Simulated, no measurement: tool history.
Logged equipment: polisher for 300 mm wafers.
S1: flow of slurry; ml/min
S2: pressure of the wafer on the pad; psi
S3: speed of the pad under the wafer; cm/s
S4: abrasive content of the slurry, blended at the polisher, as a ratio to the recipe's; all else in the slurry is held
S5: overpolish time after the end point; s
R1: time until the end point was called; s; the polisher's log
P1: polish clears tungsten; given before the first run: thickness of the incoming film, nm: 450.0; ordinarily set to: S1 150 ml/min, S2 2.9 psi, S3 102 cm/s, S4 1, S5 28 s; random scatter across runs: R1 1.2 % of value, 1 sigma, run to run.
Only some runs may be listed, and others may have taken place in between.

| run | hour | S1 | S2 | S3 | S4 | S5 | R1 |
|---|---|---|---|---|---|---|---|
| 1 | 2.3 | 150 | 2.9 | 102 | 1 | 28 | 117.06 |
| 2 | 6.1 | 150 | 2.9 | 102 | 1.5 | 28 | 104.81 |
| 3 | 9.9 | 90 | 2.9 | 102 | 1 | 28 | 134.2 |
| 4 | 14.2 | 150 | 2.9 | 102 | 1 | 28 | 116.46 |
| 5 | 19.4 | 150 | 2.9 | 102 | 0.65 | 53 | 129.37 |
| 6 | 22 | 150 | 2.9 | 102 | 0.5 | 28 | 135.97 |
| 7 | 26.8 | 150 | 4.6 | 102 | 1 | 28 | 73.652 |
| 8 | 29.3 | 150 | 2.9 | 102 | 1 | 8 | 117.02 |
| 9 | 32.4 | 225 | 2.9 | 102 | 1 | 28 | 112.6 |
| 10 | 36.4 | 150 | 2.9 | 144 | 1 | 28 | 83.88 |
|  | 37.8 | slurry blender recalibrated |
| 11 | 39.8 | 150 | 2.9 | 58 | 1 | 28 | 210.37 |
| 12 | 43.4 | 150 | 2.9 | 102 | 1 | 52 | 117.99 |
| 13 | 47.9 | 150 | 2.9 | 102 | 1 | 28 | 116.83 |
| 14 | 50.4 | 150 | 2.9 | 102 | 1 | 28 | 116.74 |
| 15 | 55 | 150 | 1.9 | 102 | 1 | 28 | 180.54 |
| 16 | 58.8 | 150 | 2.9 | 102 | 1 | 28 | 116.69 |
| 17 | 63.6 | 150 | 2.9 | 102 | 1 | 28 | 115.77 |
| 18 | 67.5 | 150 | 2.9 | 102 | 1 | 28 | 120.92 |
| 19 | 71.6 | 150 | 2.9 | 102 | 1 | 28 | 123.52 |
| 20 | 75.7 | 150 | 2.9 | 102 | 1 | 28 | 122.12 |
|  | 75.8 | head pressure recalibrated |
|  | 75.9 | slurry tank refilled with fresh slurry and peroxide |
|  | 77.1 | slurry blender recalibrated |
| 21 | 80.7 | 150 | 2.9 | 102 | 1 | 28 | 129.39 |
| 22 | 83.4 | 150 | 2.9 | 102 | 1 | 28 | 126.97 |
| 23 | 86.6 | 150 | 2.9 | 102 | 1 | 28 | 126.62 |

Compared with where it was, what P1 gives has crept away. Each cause listed below fits the log as well as the rest, at the size given for it:
A: removal rate lost through wear of the pad, % = 7.52
B: slurry flow missing at the pad, % = 31.6
Creep in the process output first set in at about hour 63.6.
Ruled out, with reasons:
head's pressure below its setpoint, %: serviced at hour 75.8, after the change had begun; the process did not return to its earlier output
abrasive missing from the slurry, %: serviced at hour 77.1, after the change had begun; the process did not return to its earlier output
peroxide lost from the slurry, %: serviced at hour 75.9, after the change had begun; the process did not return to its earlier output

The list below offers 4 check runs, each averaging the results of 5 wafers, and shows each result as a question mark. For which of them would the listed causes give clearly different results?
| check 1 | 89.8 | 150 | 4.1 | 102 | 1 | 28 | ? |
| check 2 | 89.8 | 150 | 2.9 | 142 | 1.4 | 28 | ? |
| check 3 | 89.8 | 90 | 4.1 | 102 | 1 | 28 | ? |
| check 4 | 89.8 | 150 | 3.8 | 102 | 1.45 | 28 | ? |

How each check would come out, cause by cause:
| check | result | if A | if B |
|---|---|---|---|
| check 1 | R1 | 89.522 | 89.508 |
| check 2 | R1 | 83.852 | 83.839 |
| check 3 | R1 | 100.1 | 104.57 |
| check 4 | R1 | 88.326 | 88.312 |
Smallest distance between any two causes, each pair judged by its most separating result, in per cent: check 1 0.02 %; check 2 0.02 %; check 3 4.37 %; check 4 0.02 %
Only in check 3 would the causes give clearly different results; in the remaining checks their results would be nearly the same.

Running check 3 produced the following: R1 104.15 s. Which one of the listed causes fits?

B is the cause: slurry flow missing at the pad, %.
